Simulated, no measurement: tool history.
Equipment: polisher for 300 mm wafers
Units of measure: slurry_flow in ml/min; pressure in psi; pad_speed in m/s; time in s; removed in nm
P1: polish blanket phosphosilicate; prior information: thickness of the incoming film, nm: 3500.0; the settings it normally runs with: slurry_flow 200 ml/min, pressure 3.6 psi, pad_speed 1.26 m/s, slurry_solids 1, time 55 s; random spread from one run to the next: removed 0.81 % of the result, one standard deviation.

Run 1, day 0.279: slurry_flow 200 ml/min, pressure 3.6 psi, pad_speed 1.26 m/s, slurry_solids 1, time 55 s. Result: removed 659.9 nm.
Run 2, day 0.596: slurry_flow 200 ml/min, pressure 3.6 psi, pad_speed 1.26 m/s, slurry_solids 1, time 55 s. Result: removed 658.99 nm.
Run 3, day 0.879: slurry_flow 200 ml/min, pressure 2.1 psi, pad_speed 1.26 m/s, slurry_solids 1, time 55 s. Result: removed 384.31 nm.
Run 4, day 1.308: slurry_flow 200 ml/min, pressure 3.6 psi, pad_speed 1.26 m/s, slurry_solids 1, time 55 s. Result: removed 653.77 nm.
At day 1.367: head pressure recalibrated.
Run 5, day 1.942: slurry_flow 200 ml/min, pressure 3.6 psi, pad_speed 1.64 m/s, slurry_solids 0.6, time 55 s. Result: removed 627.45 nm.
Run 6, day 2.408: slurry_flow 200 ml/min, pressure 5.4 psi, pad_speed 1.26 m/s, slurry_solids 0.65, time 55 s. Result: removed 797.26 nm.
Run 7, day 2.779: slurry_flow 200 ml/min, pressure 3.6 psi, pad_speed 1.26 m/s, slurry_solids 1, time 55 s. Result: removed 656.2 nm.
Run 8, day 3.267: slurry_flow 120 ml/min, pressure 3.6 psi, pad_speed 1.26 m/s, slurry_solids 1, time 55 s. Result: removed 602.49 nm.
Run 9, day 3.783: slurry_flow 200 ml/min, pressure 5.4 psi, pad_speed 1.26 m/s, slurry_solids 1, time 55 s. Result: removed 977.01 nm.
Run 10, day 4.083: slurry_flow 200 ml/min, pressure 3.6 psi, pad_speed 1.72 m/s, slurry_solids 1, time 55 s. Result: removed 844.68 nm.
Run 11, day 4.525: slurry_flow 200 ml/min, pressure 3.6 psi, pad_speed 1.26 m/s, slurry_solids 1, time 55 s. Result: removed 654.31 nm.
Run 12, day 4.892: slurry_flow 200 ml/min, pressure 3.6 psi, pad_speed 1.26 m/s, slurry_solids 0.55, time 55 s. Result: removed 479.38 nm.
Run 13, day 5.212: slurry_flow 200 ml/min, pressure 3.6 psi, pad_speed 0.58 m/s, slurry_solids 1, time 55 s. Result: removed 352.08 nm.
Run 14, day 5.5: slurry_flow 200 ml/min, pressure 3.6 psi, pad_speed 1.26 m/s, slurry_solids 1, time 55 s. Result: removed 662.53 nm.
Run 15, day 5.929: slurry_flow 200 ml/min, pressure 3.6 psi, pad_speed 1.26 m/s, slurry_solids 1.2, time 55 s. Result: removed 705.47 nm.
Run 16, day 6.483: slurry_flow 200 ml/min, pressure 3.6 psi, pad_speed 1.26 m/s, slurry_solids 1, time 28 s. Result: removed 336.3 nm.
Run 17, day 6.917: slurry_flow 315 ml/min, pressure 3.6 psi, pad_speed 1.26 m/s, slurry_solids 1, time 55 s. Result: removed 694.03 nm.
Run 18, day 7.312: slurry_flow 200 ml/min, pressure 3.6 psi, pad_speed 1.26 m/s, slurry_solids 1, time 55 s. Result: removed 663.35 nm.
Run 19, day 7.871: slurry_flow 200 ml/min, pressure 3.6 psi, pad_speed 1.26 m/s, slurry_solids 1, time 86 s. Result: removed 1031 nm.
Run 20, day 8.304: slurry_flow 200 ml/min, pressure 3.6 psi, pad_speed 1.26 m/s, slurry_solids 1, time 55 s. Result: removed 655.79 nm.
Run 21, day 8.871: slurry_flow 200 ml/min, pressure 3.6 psi, pad_speed 1.26 m/s, slurry_solids 1, time 55 s. Result: removed 619.87 nm.
Run 22, day 9.458: slurry_flow 200 ml/min, pressure 3.6 psi, pad_speed 1.26 m/s, slurry_solids 1, time 55 s. Result: removed 601.96 nm.
Run 23, day 10.058: slurry_flow 200 ml/min, pressure 3.6 psi, pad_speed 1.26 m/s, slurry_solids 1, time 55 s. Result: removed 588.71 nm.
At day 10.162: slurry nozzle cleaned.
Run 24, day 10.471: slurry_flow 200 ml/min, pressure 3.6 psi, pad_speed 1.26 m/s, slurry_solids 1, time 55 s. Result: removed 579.45 nm.
At day 10.688: conditioning disc replaced and pad reconditioned.
Run 25, day 11.104: slurry_flow 200 ml/min, pressure 3.6 psi, pad_speed 1.26 m/s, slurry_solids 1, time 55 s. Result: removed 583.94 nm.
At day 11.142: head pressure recalibrated.
Run 26, day 11.604: slurry_flow 200 ml/min, pressure 3.6 psi, pad_speed 1.26 m/s, slurry_solids 1, time 55 s. Result: removed 584.46 nm.
Run 27, day 12.217: slurry_flow 200 ml/min, pressure 3.6 psi, pad_speed 1.26 m/s, slurry_solids 1, time 55 s. Result: removed 566.82 nm.

The output of P1 has drifted from where it used to be. Each of the 2 causes below, taken at the size shown beside it, accounts for the log equally well:
A: removal rate lost through wear of the pad, % = 12.8
B: abrasive missing from the slurry, % = 24.4
At approximately day 8.304, the process output began to creep.
Every other cause this tool's parts could produce, and why it does not fit the log:
slurry flow missing at the pad, %: its service at day 10.162 followed the start of the drift and did not put the process back to its old value
head's pressure below its setpoint, %: its service at day 11.142 followed the start of the drift and did not put the process back to its old value
time polished since the conditioner stopped cutting, s: its service at day 10.688 followed the start of the drift and did not put the process back to its old value

Each of the check runs listed below is run on 3 wafers and reports their average, with the results left as question marks. Pick the one under which the possible causes would lead to clearly different results.
Run check 1, day 12.829: slurry_flow 120 ml/min, pressure 3.6 psi, pad_speed 1.26 m/s, slurry_solids 1, time 55 s. Result: removed ?.
Run check 2, day 12.829: slurry_flow 145 ml/min, pressure 5.2 psi, pad_speed 1.26 m/s, slurry_solids 1, time 55 s. Result: removed ?.
Run check 3, day 12.829: slurry_flow 200 ml/min, pressure 3.6 psi, pad_speed 1.26 m/s, slurry_solids 0.6, time 55 s. Result: removed ?.
Run check 4, day 12.829: slurry_flow 305 ml/min, pressure 3.6 psi, pad_speed 0.88 m/s, slurry_solids 1, time 55 s. Result: removed ?.

Expected result of each check under each candidate cause:
  check   result    if A    if B
check 1  removed  526.99  527.03
check 2  removed  790.08  790.14
check 3  removed  441.35  426.16
check 4  removed  452.06  452.09
Per-check spread between the two closest causes, in the result where they differ most: check 1 0.01 %; check 2 0.01 %; check 3 3.5 %; check 4 0.01 %
Check 3 is the one run that separates the causes; every other check would come out nearly the same whichever cause is at work.

Running check 3 produced the following: removed 437.47 nm. Which one of the listed causes fits?

It was cause A: removal rate lost through wear of the pad, %.
